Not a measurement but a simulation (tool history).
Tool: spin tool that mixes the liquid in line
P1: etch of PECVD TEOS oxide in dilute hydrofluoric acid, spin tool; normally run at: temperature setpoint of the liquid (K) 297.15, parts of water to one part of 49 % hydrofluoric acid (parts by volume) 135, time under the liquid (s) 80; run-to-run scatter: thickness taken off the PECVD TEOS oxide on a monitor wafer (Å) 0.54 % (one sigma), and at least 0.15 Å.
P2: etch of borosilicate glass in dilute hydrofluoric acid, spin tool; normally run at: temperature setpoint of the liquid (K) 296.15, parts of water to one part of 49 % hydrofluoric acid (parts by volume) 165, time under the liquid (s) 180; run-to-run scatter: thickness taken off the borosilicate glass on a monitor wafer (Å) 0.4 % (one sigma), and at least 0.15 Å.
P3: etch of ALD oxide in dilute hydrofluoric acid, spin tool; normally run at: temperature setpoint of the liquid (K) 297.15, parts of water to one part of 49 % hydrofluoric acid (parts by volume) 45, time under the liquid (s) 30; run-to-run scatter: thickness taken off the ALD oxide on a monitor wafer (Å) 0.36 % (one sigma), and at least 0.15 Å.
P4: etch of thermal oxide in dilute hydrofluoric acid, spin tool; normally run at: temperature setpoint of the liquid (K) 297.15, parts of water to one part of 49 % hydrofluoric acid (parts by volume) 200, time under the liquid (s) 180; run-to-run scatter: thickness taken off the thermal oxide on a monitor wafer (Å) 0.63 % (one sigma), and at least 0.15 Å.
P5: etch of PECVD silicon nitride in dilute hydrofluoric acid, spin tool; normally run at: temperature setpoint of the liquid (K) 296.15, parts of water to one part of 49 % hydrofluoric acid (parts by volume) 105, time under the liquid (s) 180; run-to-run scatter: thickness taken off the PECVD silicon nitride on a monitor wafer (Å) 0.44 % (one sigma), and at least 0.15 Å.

run,hour,process that ran,temperature setpoint of the liquid (K),parts of water to one part of 49 % hydrofluoric acid (parts by volume),time under the liquid (s),hours since the thermometer was replaced,hours since the hydrofluoric acid flow meter was replaced,thickness taken off the PECVD TEOS oxide on a monitor wafer (Å),thickness taken off the ALD oxide on a monitor wafer (Å),thickness taken off the borosilicate glass on a monitor wafer (Å),thickness taken off the thermal oxide on a monitor wafer (Å),thickness taken off the PECVD silicon nitride on a monitor wafer (Å)
1,11.3,P1,297.15,135,80,328.9,510.6,47.951,,,,
2,22.6,P3,297.15,75,30,340.2,521.9,,101.45,,,
3,33.4,P2,290.15,165,180,351,532.7,,,141.9,,
4,40.8,P3,297.15,45,15,358.4,540.1,,87.607,,,
5,48.8,P4,297.15,125,180,366.4,548.1,,,,68.756,
6,57.3,P4,300.65,200,180,374.9,556.6,,,,44.332,
7,68.3,P2,296.15,165,80,385.9,567.6,,,80.462,,
8,78.8,P4,297.15,200,90,396.4,578.1,,,,19.826,
9,84.3,P5,290.15,105,180,401.9,583.6,,,,,31.893
10,90.8,P2,296.15,165,180,408.4,590.1,,,181.34,,
11,101.1,P5,296.15,105,285,418.7,600.4,,,,,77.031
12,110,P4,297.15,200,180,427.6,609.3,,,,39.262,
13,119.1,P1,297.15,200,80,436.7,618.4,29.906,,,,
14,125.8,P5,296.15,60,180,443.4,625.1,,,,,84.115
15,134.8,P1,292.15,135,80,452.4,634.1,38.898,,,,
# hour 135.2: thermometer replaced
16,145.2,P1,297.15,135,80,10,644.5,47.826,,,,
17,151.5,P2,296.15,270,180,16.3,650.8,,,99.687,,
18,162.2,P5,296.15,105,180,27,661.5,,,,,48.662
# hour 162.3: hydrofluoric acid flow meter replaced
19,173.4,P5,296.15,105,180,38.2,11.2,,,,,48.675
20,184.5,P1,297.15,135,80,49.3,22.3,46.727,,,,
21,191.6,P1,297.15,135,80,56.4,29.4,47.944,,,,
22,197.1,P1,297.15,135,35,61.9,34.9,20.754,,,,
23,205.4,P3,297.15,45,30,70.2,43.2,,174.43,,,
24,214.9,P1,304.15,135,80,79.7,52.7,61.268,,,,
25,222.9,P1,297.15,135,155,87.7,60.7,91.692,,,,
26,233.4,P1,297.15,195,115,98.2,71.2,44.424,,,,
27,245,P3,297.15,45,30,109.8,82.8,,175.68,,,
28,250.2,P3,305.15,45,30,115,88,,244.06,,,
29,256.5,P1,297.15,60,80,121.3,94.3,117.32,,,,
30,266.2,P1,297.15,135,80,131,104,46.735,,,,
31,275.2,P1,297.15,135,80,140,113,47.831,,,,
32,281.3,P1,297.15,135,80,146.1,119.1,47.691,,,,
33,288.5,P1,297.15,135,80,153.3,126.3,46.393,,,,
34,298.2,P1,297.15,135,80,163,136,44.516,,,,
35,309.7,P1,297.15,135,80,174.5,147.5,44.033,,,,
36,321.3,P1,297.15,135,80,186.1,159.1,44.273,,,,
37,329.7,P1,297.15,135,80,194.5,167.5,43.556,,,,
38,341.1,P1,297.15,135,80,205.9,178.9,43.124,,,,

What P1 gives has crept away from where it was. These 2 causes fit the log equally well, each at the size given:
A: liquid colder than its thermometer reads (K) = 2.27
B: hydrofluoric acid flow below the setpoint (%) = 7.33
The creep began at about hour 281.3.

4 check runs are offered, one wafer each, their results left as question marks. Which one tells the causes apart?
check 1,352.5,P4,297.15,140,180,,,,,,?,
check 2,352.5,P2,290.15,165,180,,,,,?,,
check 3,352.5,P3,304.65,60,30,,,,?,,,
check 4,352.5,P5,296.15,70,180,,,,,,,?

What each check would give under each cause:
check,result,if A,if B
check 1,thickness taken off the thermal oxide on a monitor wafer (Å),54.823,54.798
check 2,thickness taken off the borosilicate glass on a monitor wafer (Å),130.49,131.13
check 3,thickness taken off the ALD oxide on a monitor wafer (Å),158.82,159.51
check 4,thickness taken off the PECVD silicon nitride on a monitor wafer (Å),62.056,67.182
How far apart the two closest causes lie, in the result that separates them most: check 1 0.05 %; check 2 0.49 %; check 3 0.44 %; check 4 7.94 %
Only check 4 tells the causes apart: in the others they would give nearly the same result.

Then check 4 was run and gave: thickness taken off the PECVD silicon nitride on a monitor wafer (Å) 61.83. Which cause is it?

It is A: liquid colder than its thermometer reads (K).
